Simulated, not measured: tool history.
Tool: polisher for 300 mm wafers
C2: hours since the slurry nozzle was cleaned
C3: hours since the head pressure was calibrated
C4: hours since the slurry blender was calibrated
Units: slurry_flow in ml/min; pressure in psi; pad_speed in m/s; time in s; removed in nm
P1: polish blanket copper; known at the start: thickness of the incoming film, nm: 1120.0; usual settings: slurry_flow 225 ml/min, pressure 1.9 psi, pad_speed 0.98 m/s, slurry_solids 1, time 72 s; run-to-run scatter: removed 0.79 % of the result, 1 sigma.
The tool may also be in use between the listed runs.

Run 1, hour 4.9: slurry_flow 225 ml/min, pressure 1.9 psi, pad_speed 0.98 m/s, slurry_solids 1, time 72 s; wafers polished on this pad 582; C2 601.3; C3 135.8; C4 102.6. Result: removed 141.59 nm.
Run 2, hour 12.7: slurry_flow 225 ml/min, pressure 1.9 psi, pad_speed 0.98 m/s, slurry_solids 1, time 72 s; wafers polished on this pad 635; C2 609.1; C3 143.6; C4 110.4. Result: removed 140.86 nm.
At hour 16.3: worn pad replaced by a new one.
Run 3, hour 19.7: slurry_flow 135 ml/min, pressure 1.9 psi, pad_speed 0.98 m/s, slurry_solids 1, time 72 s; wafers polished on this pad 23; C2 616.1; C3 150.6; C4 117.4. Result: removed 132.42 nm.
Run 4, hour 26: slurry_flow 225 ml/min, pressure 2.5 psi, pad_speed 0.98 m/s, slurry_solids 0.75, time 72 s; wafers polished on this pad 65; C2 622.4; C3 156.9; C4 123.7. Result: removed 174.87 nm.
Run 5, hour 31.8: slurry_flow 225 ml/min, pressure 1.9 psi, pad_speed 0.98 m/s, slurry_solids 1, time 72 s; wafers polished on this pad 105; C2 628.2; C3 162.7; C4 129.5. Result: removed 141.94 nm.
Run 6, hour 36.7: slurry_flow 225 ml/min, pressure 1.9 psi, pad_speed 1.52 m/s, slurry_solids 1, time 72 s; wafers polished on this pad 138; C2 633.1; C3 167.6; C4 134.4. Result: removed 219.87 nm.
Run 7, hour 43.9: slurry_flow 225 ml/min, pressure 1.9 psi, pad_speed 0.44 m/s, slurry_solids 1, time 72 s; wafers polished on this pad 186; C2 640.3; C3 174.8; C4 141.6. Result: removed 63.147 nm.
Run 8, hour 52.5: slurry_flow 225 ml/min, pressure 1.9 psi, pad_speed 0.98 m/s, slurry_solids 1, time 42 s; wafers polished on this pad 245; C2 648.9; C3 183.4; C4 150.2. Result: removed 82.12 nm.
Run 9, hour 56.5: slurry_flow 290 ml/min, pressure 1.9 psi, pad_speed 0.98 m/s, slurry_solids 1, time 72 s; wafers polished on this pad 272; C2 652.9; C3 187.4; C4 154.2. Result: removed 145.59 nm.
At hour 57.5: head pressure recalibrated.
Run 10, hour 65.3: slurry_flow 225 ml/min, pressure 0.9 psi, pad_speed 0.98 m/s, slurry_solids 1, time 72 s; wafers polished on this pad 331; C2 661.7; C3 7.9; C4 163. Result: removed 66.734 nm.
Run 11, hour 72.6: slurry_flow 225 ml/min, pressure 1.9 psi, pad_speed 0.98 m/s, slurry_solids 1, time 107 s; wafers polished on this pad 381; C2 669; C3 15.2; C4 170.3. Result: removed 208.3 nm.
Run 12, hour 81.1: slurry_flow 225 ml/min, pressure 1.9 psi, pad_speed 0.98 m/s, slurry_solids 1, time 72 s; wafers polished on this pad 438; C2 677.5; C3 23.7; C4 178.8. Result: removed 141.95 nm.
Run 13, hour 87.7: slurry_flow 225 ml/min, pressure 3.1 psi, pad_speed 0.98 m/s, slurry_solids 1, time 72 s; wafers polished on this pad 483; C2 684.1; C3 30.3; C4 185.4. Result: removed 230.9 nm.
Run 14, hour 93.9: slurry_flow 225 ml/min, pressure 1.9 psi, pad_speed 0.98 m/s, slurry_solids 1, time 72 s; wafers polished on this pad 525; C2 690.3; C3 36.5; C4 191.6. Result: removed 143.47 nm.
Run 15, hour 99.5: slurry_flow 225 ml/min, pressure 1.9 psi, pad_speed 0.98 m/s, slurry_solids 1.3, time 72 s; wafers polished on this pad 563; C2 695.9; C3 42.1; C4 197.2. Result: removed 150.26 nm.
Run 16, hour 104.3: slurry_flow 225 ml/min, pressure 1.9 psi, pad_speed 0.98 m/s, slurry_solids 0.75, time 72 s; wafers polished on this pad 595; C2 700.7; C3 46.9; C4 202. Result: removed 133.89 nm.
Run 17, hour 111.9: slurry_flow 280 ml/min, pressure 1.4 psi, pad_speed 0.98 m/s, slurry_solids 1, time 72 s; wafers polished on this pad 647; C2 708.3; C3 54.5; C4 209.6. Result: removed 107.14 nm.
Run 18, hour 116.9: slurry_flow 225 ml/min, pressure 1.2 psi, pad_speed 0.98 m/s, slurry_solids 1.35, time 72 s; wafers polished on this pad 681; C2 713.3; C3 59.5; C4 214.6. Result: removed 94.722 nm.
Run 19, hour 122.8: slurry_flow 225 ml/min, pressure 1.9 psi, pad_speed 0.98 m/s, slurry_solids 1, time 72 s; wafers polished on this pad 721; C2 719.2; C3 65.4; C4 220.5. Result: removed 142.18 nm.
Run 20, hour 129.7: slurry_flow 225 ml/min, pressure 1.9 psi, pad_speed 0.98 m/s, slurry_solids 1, time 72 s; wafers polished on this pad 767; C2 726.1; C3 72.3; C4 227.4. Result: removed 138.44 nm.

Run 21 comes next. What will it give?
Run 21, hour 137.8: slurry_flow 225 ml/min, pressure 1.9 psi, pad_speed 0.98 m/s, slurry_solids 1, time 72 s; wafers polished on this pad 822; C2 734.2; C3 80.4; C4 235.5. Result: removed ?.

Run 21 gave removed 138.57 nm.
